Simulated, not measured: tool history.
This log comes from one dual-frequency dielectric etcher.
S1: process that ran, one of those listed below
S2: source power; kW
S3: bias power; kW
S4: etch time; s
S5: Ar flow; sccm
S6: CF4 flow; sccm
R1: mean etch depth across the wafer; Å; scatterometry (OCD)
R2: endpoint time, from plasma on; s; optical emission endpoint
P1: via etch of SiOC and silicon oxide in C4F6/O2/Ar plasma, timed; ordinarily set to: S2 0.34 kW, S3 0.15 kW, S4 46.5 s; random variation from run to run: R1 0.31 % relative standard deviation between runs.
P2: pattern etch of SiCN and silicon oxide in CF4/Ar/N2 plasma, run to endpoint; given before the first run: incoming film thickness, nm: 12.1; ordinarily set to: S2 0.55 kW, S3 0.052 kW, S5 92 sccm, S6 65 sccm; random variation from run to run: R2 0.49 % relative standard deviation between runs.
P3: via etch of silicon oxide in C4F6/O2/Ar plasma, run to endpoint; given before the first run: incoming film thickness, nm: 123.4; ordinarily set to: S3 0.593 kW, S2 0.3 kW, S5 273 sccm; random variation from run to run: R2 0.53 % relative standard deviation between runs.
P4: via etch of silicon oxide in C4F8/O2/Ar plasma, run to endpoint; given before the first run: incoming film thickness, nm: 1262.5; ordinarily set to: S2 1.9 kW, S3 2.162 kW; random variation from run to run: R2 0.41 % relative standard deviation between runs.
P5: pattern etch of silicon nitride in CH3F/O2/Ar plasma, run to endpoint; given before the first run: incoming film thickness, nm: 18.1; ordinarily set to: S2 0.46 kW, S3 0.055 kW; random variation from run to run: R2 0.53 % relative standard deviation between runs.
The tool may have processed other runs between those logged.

{"run": 1, "hour": 5.6, "S1": "P1", "S2": 0.34, "S3": 0.15, "S4": 46.5, "R1": 471.35}
{"run": 2, "hour": 12.9, "S1": "P1", "S2": 0.28, "S3": 0.15, "S4": 46.5, "R1": 437.96}
{"run": 3, "hour": 20.4, "S1": "P3", "S2": 0.3, "S3": 0.726, "S5": 273, "R2": 24.562}
{"run": 4, "hour": 26.2, "S1": "P4", "S2": 1.9, "S3": 2.162, "R2": 255.02}
{"run": 5, "hour": 32.0, "S1": "P1", "S2": 0.34, "S3": 0.15, "S4": 32.5, "R1": 329.07}
{"run": 6, "hour": 39.4, "S1": "P2", "S2": 0.55, "S3": 0.052, "S5": 92, "S6": 65, "R2": 12.968}
{"run": 7, "hour": 46.1, "S1": "P3", "S2": 0.3, "S3": 0.593, "S5": 373, "R2": 27.612}
{"run": 8, "hour": 53.6, "S1": "P5", "S2": 0.46, "S3": 0.055, "R2": 27.835}
{"run": 9, "hour": 60.6, "S1": "P5", "S2": 0.46, "S3": 0.055, "R2": 27.627}
{"run": 10, "hour": 69.9, "S1": "P1", "S2": 0.34, "S3": 0.15, "S4": 46.5, "R1": 470.03}
{"run": 11, "hour": 76.3, "S1": "P2", "S2": 0.55, "S3": 0.052, "S5": 92, "S6": 47, "R2": 13.829}
{"run": 12, "hour": 85.0, "S1": "P1", "S2": 0.34, "S3": 0.122, "S4": 36, "R1": 342.96}
{"run": 13, "hour": 95.1, "S1": "P3", "S2": 0.3, "S3": 0.593, "S5": 273, "R2": 26.844}
{"run": 14, "hour": 102.2, "S1": "P3", "S2": 0.3, "S3": 0.593, "S5": 273, "R2": 26.708}
{"run": 15, "hour": 111.3, "S1": "P1", "S2": 0.34, "S3": 0.15, "S4": 46.5, "R1": 470}
{"run": 16, "hour": 116.8, "S1": "P1", "S2": 0.34, "S3": 0.15, "S4": 46.5, "R1": 469.46}
{"run": 17, "hour": 124.5, "S1": "P1", "S2": 0.34, "S3": 0.178, "S4": 46.5, "R1": 498.87}
{"run": 18, "hour": 135.1, "S1": "P1", "S2": 0.44, "S3": 0.15, "S4": 46.5, "R1": 520.91}
{"run": 19, "hour": 142.9, "S1": "P2", "S2": 0.55, "S3": 0.034, "S5": 92, "S6": 65, "R2": 14.676}
{"run": 20, "hour": 148.4, "S1": "P1", "S2": 0.34, "S3": 0.15, "S4": 65, "R1": 657.05}
{"run": 21, "hour": 154.7, "S1": "P3", "S2": 0.18, "S3": 0.593, "S5": 273, "R2": 32.439}
{"run": 22, "hour": 161.1, "S1": "P4", "S2": 1.9, "S3": 1.3, "R2": 290.39}
{"run": 23, "hour": 169.3, "S1": "P1", "S2": 0.34, "S3": 0.106, "S4": 46.5, "R1": 424}
{"run": 24, "hour": 175.6, "S1": "P1", "S2": 0.34, "S3": 0.15, "S4": 46.5, "R1": 473.12}
{"run": 25, "hour": 186.8, "S1": "P5", "S2": 0.59, "S3": 0.055, "R2": 25.279}
{"run": 26, "hour": 193.2, "S1": "P2", "S2": 0.44, "S3": 0.052, "S5": 92, "S6": 65, "R2": 15.951}
{"run": 27, "hour": 204.5, "S1": "P2", "S2": 0.55, "S3": 0.052, "S5": 70, "S6": 65, "R2": 12.538}
{"run": 28, "hour": 212.4, "S1": "P1", "S2": 0.34, "S3": 0.2, "S4": 62.5, "R1": 695.42}
{"run": 29, "hour": 223.7, "S1": "P4", "S2": 2.44, "S3": 2.162, "R2": 231.09}
{"run": 30, "hour": 233.7, "S1": "P1", "S2": 0.34, "S3": 0.096, "S4": 36, "R1": 320.74}
{"run": 31, "hour": 240.0, "S1": "P5", "S2": 0.46, "S3": 0.078, "R2": 24.842}
{"run": 32, "hour": 247.4, "S1": "P1", "S2": 0.34, "S3": 0.15, "S4": 46.5, "R1": 469.57}

Predict the results of run 33:
{"run": 33, "hour": 258.4, "S1": "P1", "S2": 0.34, "S3": 0.15, "S4": 46.5, "R1": "?"}

Run 33 yielded R1 472.69 Å.

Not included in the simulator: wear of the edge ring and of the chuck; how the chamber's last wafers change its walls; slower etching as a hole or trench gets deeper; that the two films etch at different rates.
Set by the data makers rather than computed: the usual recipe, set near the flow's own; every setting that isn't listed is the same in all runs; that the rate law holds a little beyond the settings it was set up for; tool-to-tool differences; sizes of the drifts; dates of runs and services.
